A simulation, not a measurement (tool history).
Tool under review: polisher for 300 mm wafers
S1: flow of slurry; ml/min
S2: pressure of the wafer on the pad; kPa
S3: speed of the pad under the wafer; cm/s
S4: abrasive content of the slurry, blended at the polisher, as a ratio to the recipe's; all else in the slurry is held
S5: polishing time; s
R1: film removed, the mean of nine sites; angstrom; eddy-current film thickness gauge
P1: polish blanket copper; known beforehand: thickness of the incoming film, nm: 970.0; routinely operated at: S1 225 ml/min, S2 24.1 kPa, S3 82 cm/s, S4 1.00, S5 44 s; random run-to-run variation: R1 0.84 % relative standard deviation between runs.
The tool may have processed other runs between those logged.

run	hour	S1	S2	S3	S4	S5	R1
1	8.4	225	24.1	82	1.00	44	1513.90
2	17.5	225	24.1	82	1.00	20	699.08
3	35.6	135	24.1	82	1.00	44	1401.20
4	44.5	135	37.2	82	1.00	44	2169.60
5	54.3	225	35.2	82	1.00	44	2179.90
6	68.7	225	24.1	82	1.00	44	1520.90
7	83.7	225	24.1	122	1.00	44	2261.70
8	93.6	225	24.1	82	1.00	44	1525.20
# hour 97.9: slurry nozzle cleaned
9	111.5	335	24.1	82	1.00	44	1581.30
# hour 122.2: worn pad replaced by a new one
10	124.5	225	24.1	36	1.00	44	657.17
11	136.0	225	24.1	82	0.70	44	1421.70
12	151.2	225	24.1	58	0.70	44	991.62
13	161.9	225	24.1	82	1.45	44	1632.60
14	171.2	225	11.7	82	1.00	44	738.95
15	188.9	225	24.1	82	1.00	44	1515.70
16	204.6	225	24.1	82	1.00	66	2287.70
17	218.6	225	24.1	82	1.00	44	1537.20
18	234.0	225	24.1	82	1.00	44	1534.30
# hour 234.8: slurry blender recalibrated
19	245.3	225	24.1	82	1.00	44	1496.60
20	260.7	225	24.1	40	1.00	31	523.65
21	272.7	225	24.1	82	1.00	44	1535.70
22	289.4	225	24.1	82	1.00	44	1480.20
23	302.4	225	24.1	82	1.00	44	1454.40
# hour 307.9: slurry blender recalibrated
24	321.0	225	24.1	82	1.00	44	1446.50
# hour 327.0: worn pad replaced by a new one
25	336.3	225	24.1	82	1.00	44	1461.50
26	349.7	225	24.1	82	1.00	44	1462.20
27	358.4	225	24.1	82	1.00	44	1436.60

What P1 gives has crept away from where it was. These 2 causes fit the log equally well, each at the size given:
A: slurry flow missing at the pad, % = 31.2
B: head's pressure below its setpoint, % = 5.17
At approximately hour 272.7, the process output began to creep.
Each remaining cause and why it is not a fit:
removal rate lost through wear of the pad, %: work on it at hour 327.0, done after the drift set in, did not restore what the process gave before
abrasive missing from the slurry, %: work on it at hour 307.9, done after the drift set in, did not restore what the process gave before

Below are 4 check runs, each averaged over 5 wafers, with their results shown as question marks. Which of them would give clearly different results depending on which cause is behind the drift?
check 1	367.1	225	13.8	82	1.00	44	?
check 2	367.1	225	24.1	40	1.00	29	?
check 3	367.1	135	24.1	60	1.00	44	?
check 4	367.1	225	24.1	82	1.45	44	?

How each check would come out, cause by cause:
check	result	if A	if B
check 1	R1	824.22	824.27
check 2	R1	463.74	463.77
check 3	R1	945.99	976.56
check 4	R1	1564.60	1564.70
Per check, the gap between the least separated pair of causes, taken in the result that splits them most: check 1 0.01 %; check 2 0.01 %; check 3 3.18 %; check 4 0.01 %
Check 3 tells the causes apart: in the others they would give nearly the same result.

After running check 3, the following was obtained: R1 943.65 angstrom. Which cause does this point to?

It was cause A: slurry flow missing at the pad, %.
